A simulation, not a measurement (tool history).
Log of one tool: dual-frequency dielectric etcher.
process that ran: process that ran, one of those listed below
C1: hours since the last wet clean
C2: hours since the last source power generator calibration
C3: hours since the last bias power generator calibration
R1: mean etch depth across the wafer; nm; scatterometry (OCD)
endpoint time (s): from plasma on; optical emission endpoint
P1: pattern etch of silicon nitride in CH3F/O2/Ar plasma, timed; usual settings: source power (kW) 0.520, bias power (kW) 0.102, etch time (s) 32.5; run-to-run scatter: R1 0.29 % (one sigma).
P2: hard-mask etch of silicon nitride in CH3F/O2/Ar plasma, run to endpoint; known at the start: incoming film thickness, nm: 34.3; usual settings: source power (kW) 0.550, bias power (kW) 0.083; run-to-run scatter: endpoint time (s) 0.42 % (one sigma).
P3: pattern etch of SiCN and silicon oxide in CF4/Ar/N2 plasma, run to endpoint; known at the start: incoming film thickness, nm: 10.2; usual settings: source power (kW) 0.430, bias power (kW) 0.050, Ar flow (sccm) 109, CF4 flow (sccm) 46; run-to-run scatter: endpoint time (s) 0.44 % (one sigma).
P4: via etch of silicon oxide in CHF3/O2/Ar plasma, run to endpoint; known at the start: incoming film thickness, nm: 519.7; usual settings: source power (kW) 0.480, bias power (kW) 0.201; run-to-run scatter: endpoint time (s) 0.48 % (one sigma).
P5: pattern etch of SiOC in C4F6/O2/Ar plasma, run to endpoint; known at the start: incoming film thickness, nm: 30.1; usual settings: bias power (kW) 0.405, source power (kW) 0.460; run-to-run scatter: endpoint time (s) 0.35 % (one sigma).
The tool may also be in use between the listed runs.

{"run": 1, "hour": 12.2, "process that ran": "P1", "source power (kW)": 0.52, "bias power (kW)": 0.102, "etch time (s)": 32.5, "C1": 120.3, "C2": 835.5, "C3": 605.7, "R1": 28.39}
{"run": 2, "hour": 26.6, "process that ran": "P5", "source power (kW)": 0.46, "bias power (kW)": 0.405, "C1": 134.7, "C2": 849.9, "C3": 620.1, "endpoint time (s)": 10.505}
{"run": 3, "hour": 38.7, "process that ran": "P1", "source power (kW)": 0.52, "bias power (kW)": 0.102, "etch time (s)": 32.5, "C1": 146.8, "C2": 862.0, "C3": 632.2, "R1": 28.678}
{"run": 4, "hour": 53.9, "process that ran": "P3", "source power (kW)": 0.43, "bias power (kW)": 0.05, "Ar flow (sccm)": 89, "CF4 flow (sccm)": 46, "C1": 162.0, "C2": 877.2, "C3": 647.4, "endpoint time (s)": 14.502}
{"run": 5, "hour": 66.9, "process that ran": "P1", "source power (kW)": 0.52, "bias power (kW)": 0.102, "etch time (s)": 45.5, "C1": 175.0, "C2": 890.2, "C3": 660.4, "R1": 40.115}
{"run": 6, "hour": 80.1, "process that ran": "P1", "source power (kW)": 0.63, "bias power (kW)": 0.102, "etch time (s)": 32.5, "C1": 188.2, "C2": 903.4, "C3": 673.6, "R1": 30.718}
{"run": 7, "hour": 89.8, "process that ran": "P2", "source power (kW)": 0.55, "bias power (kW)": 0.112, "C1": 197.9, "C2": 913.1, "C3": 683.3, "endpoint time (s)": 36.524}
{"run": 8, "hour": 96.7, "process that ran": "P1", "source power (kW)": 0.52, "bias power (kW)": 0.102, "etch time (s)": 32.5, "C1": 204.8, "C2": 920.0, "C3": 690.2, "R1": 28.742}
{"run": 9, "hour": 110.4, "process that ran": "P1", "source power (kW)": 0.52, "bias power (kW)": 0.102, "etch time (s)": 21.0, "C1": 218.5, "C2": 933.7, "C3": 703.9, "R1": 18.549}
{"run": 10, "hour": 122.6, "process that ran": "P1", "source power (kW)": 0.52, "bias power (kW)": 0.131, "etch time (s)": 32.5, "C1": 230.7, "C2": 945.9, "C3": 716.1, "R1": 31.519}
{"run": 11, "hour": 129.3, "process that ran": "P4", "source power (kW)": 0.48, "bias power (kW)": 0.135, "C1": 237.4, "C2": 952.6, "C3": 722.8, "endpoint time (s)": 310.86}
{"run": 12, "hour": 142.2, "process that ran": "P1", "source power (kW)": 0.52, "bias power (kW)": 0.121, "etch time (s)": 45.0, "C1": 250.3, "C2": 965.5, "C3": 735.7, "R1": 42.098}
{"run": 13, "hour": 151.4, "process that ran": "P4", "source power (kW)": 0.33, "bias power (kW)": 0.201, "C1": 259.5, "C2": 974.7, "C3": 744.9, "endpoint time (s)": 312.28}
{"run": 14, "hour": 158.2, "process that ran": "P3", "source power (kW)": 0.43, "bias power (kW)": 0.041, "Ar flow (sccm)": 109, "CF4 flow (sccm)": 46, "C1": 266.3, "C2": 981.5, "C3": 751.7, "endpoint time (s)": 16.029}
{"run": 15, "hour": 167.9, "process that ran": "P4", "source power (kW)": 0.48, "bias power (kW)": 0.201, "C1": 276.0, "C2": 991.2, "C3": 761.4, "endpoint time (s)": 272.42}
{"run": 16, "hour": 183.0, "process that ran": "P1", "source power (kW)": 0.38, "bias power (kW)": 0.102, "etch time (s)": 32.5, "C1": 291.1, "C2": 1006.3, "C3": 776.5, "R1": 25.501}
{"run": 17, "hour": 196.0, "process that ran": "P3", "source power (kW)": 0.43, "bias power (kW)": 0.05, "Ar flow (sccm)": 109, "CF4 flow (sccm)": 46, "C1": 304.1, "C2": 1019.3, "C3": 789.5, "endpoint time (s)": 14.865}
{"run": 18, "hour": 204.8, "process that ran": "P2", "source power (kW)": 0.55, "bias power (kW)": 0.083, "C1": 312.9, "C2": 1028.1, "C3": 798.3, "endpoint time (s)": 40.9}
{"run": 19, "hour": 213.6, "process that ran": "P1", "source power (kW)": 0.52, "bias power (kW)": 0.102, "etch time (s)": 32.5, "C1": 321.7, "C2": 1036.9, "C3": 807.1, "R1": 28.465}
{"run": 20, "hour": 223.3, "process that ran": "P1", "source power (kW)": 0.52, "bias power (kW)": 0.102, "etch time (s)": 32.5, "C1": 331.4, "C2": 1046.6, "C3": 816.8, "R1": 28.569}
{"run": 21, "hour": 232.6, "process that ran": "P3", "source power (kW)": 0.43, "bias power (kW)": 0.05, "Ar flow (sccm)": 109, "CF4 flow (sccm)": 30, "C1": 340.7, "C2": 1055.9, "C3": 826.1, "endpoint time (s)": 16.215}
{"run": 22, "hour": 246.7, "process that ran": "P2", "source power (kW)": 0.68, "bias power (kW)": 0.083, "C1": 354.8, "C2": 1070.0, "C3": 840.2, "endpoint time (s)": 37.405}
{"run": 23, "hour": 259.3, "process that ran": "P5", "source power (kW)": 0.37, "bias power (kW)": 0.405, "C1": 367.4, "C2": 1082.6, "C3": 852.8, "endpoint time (s)": 11.401}
{"run": 24, "hour": 271.9, "process that ran": "P5", "source power (kW)": 0.46, "bias power (kW)": 0.558, "C1": 380.0, "C2": 1095.2, "C3": 865.4, "endpoint time (s)": 9.3351}
{"run": 25, "hour": 286.6, "process that ran": "P1", "source power (kW)": 0.52, "bias power (kW)": 0.102, "etch time (s)": 32.5, "C1": 394.7, "C2": 1109.9, "C3": 880.1, "R1": 28.583}
{"run": 26, "hour": 293.8, "process that ran": "P3", "source power (kW)": 0.52, "bias power (kW)": 0.05, "Ar flow (sccm)": 109, "CF4 flow (sccm)": 46, "C1": 401.9, "C2": 1117.1, "C3": 887.3, "endpoint time (s)": 12.623}
{"run": 27, "hour": 301.5, "process that ran": "P1", "source power (kW)": 0.52, "bias power (kW)": 0.074, "etch time (s)": 32.5, "C1": 409.6, "C2": 1124.8, "C3": 895.0, "R1": 25.656}
{"run": 28, "hour": 310.5, "process that ran": "P1", "source power (kW)": 0.52, "bias power (kW)": 0.102, "etch time (s)": 32.5, "C1": 418.6, "C2": 1133.8, "C3": 904.0, "R1": 28.527}
{"run": 29, "hour": 320.8, "process that ran": "P1", "source power (kW)": 0.52, "bias power (kW)": 0.102, "etch time (s)": 32.5, "C1": 428.9, "C2": 1144.1, "C3": 914.3, "R1": 28.449}
{"run": 30, "hour": 335.4, "process that ran": "P1", "source power (kW)": 0.52, "bias power (kW)": 0.102, "etch time (s)": 32.5, "C1": 443.5, "C2": 1158.7, "C3": 928.9, "R1": 28.233}
{"run": 31, "hour": 345.8, "process that ran": "P1", "source power (kW)": 0.52, "bias power (kW)": 0.102, "etch time (s)": 32.5, "C1": 453.9, "C2": 1169.1, "C3": 939.3, "R1": 28.286}
{"run": 32, "hour": 358.8, "process that ran": "P1", "source power (kW)": 0.52, "bias power (kW)": 0.102, "etch time (s)": 32.5, "C1": 466.9, "C2": 1182.1, "C3": 952.3, "R1": 28.162}
{"hour": 362.2, "done": "wet clean of the chamber"}
{"run": 33, "hour": 368.4, "process that ran": "P1", "source power (kW)": 0.52, "bias power (kW)": 0.102, "etch time (s)": 32.5, "C1": 6.2, "C2": 1191.7, "C3": 961.9, "R1": 28.139}
{"run": 34, "hour": 376.2, "process that ran": "P1", "source power (kW)": 0.52, "bias power (kW)": 0.102, "etch time (s)": 32.5, "C1": 14.0, "C2": 1199.5, "C3": 969.7, "R1": 28.204}
{"run": 35, "hour": 384.4, "process that ran": "P1", "source power (kW)": 0.52, "bias power (kW)": 0.102, "etch time (s)": 32.5, "C1": 22.2, "C2": 1207.7, "C3": 977.9, "R1": 28.299}

What P1 gives has crept away from where it was. These 2 causes fit the log equally well, each at the size given:
A: bias power that arrives under what is set, % = 4
B: source power that arrives under what is set, % = 3.86
The creep began at about hour 310.5.
Why every other cause is out:
chamber walls in a state that lowers the etch rate, %: serviced at hour 362.2, which brought nothing back

4 check runs are offered, each on 3 wafers whose results are averaged, their results left as question marks. Which one tells the causes apart?
{"run": "check 1", "hour": 392.6, "process that ran": "P4", "source power (kW)": 0.48, "bias power (kW)": 0.201, "endpoint time (s)": "?"}
{"run": "check 2", "hour": 392.6, "process that ran": "P2", "source power (kW)": 0.55, "bias power (kW)": 0.083, "endpoint time (s)": "?"}
{"run": "check 3", "hour": 392.6, "process that ran": "P5", "source power (kW)": 0.46, "bias power (kW)": 0.405, "endpoint time (s)": "?"}
{"run": "check 4", "hour": 392.6, "process that ran": "P3", "source power (kW)": 0.43, "bias power (kW)": 0.05, "Ar flow (sccm)": 109, "CF4 flow (sccm)": 46, "endpoint time (s)": "?"}

What each check would give under each cause:
check=check_1 result=endpoint_time_(s) if_A=276.1500 if_B=276.3500
check=check_2 result=endpoint_time_(s) if_A=41.2260 if_B=41.2620
check=check_3 result=endpoint_time_(s) if_A=10.6600 if_B=10.6610
check=check_4 result=endpoint_time_(s) if_A=15.1280 if_B=15.4470
How far apart the two closest causes lie, in the result that separates them most: check 1 0.07 %; check 2 0.09 %; check 3 0.01 %; check 4 2.09 %
Check 4 tells the causes apart: in the others they would give nearly the same result.

Then check 4 was run and gave: endpoint time (s) 15.3960. Which cause is it?

It is B: source power that arrives under what is set, %.
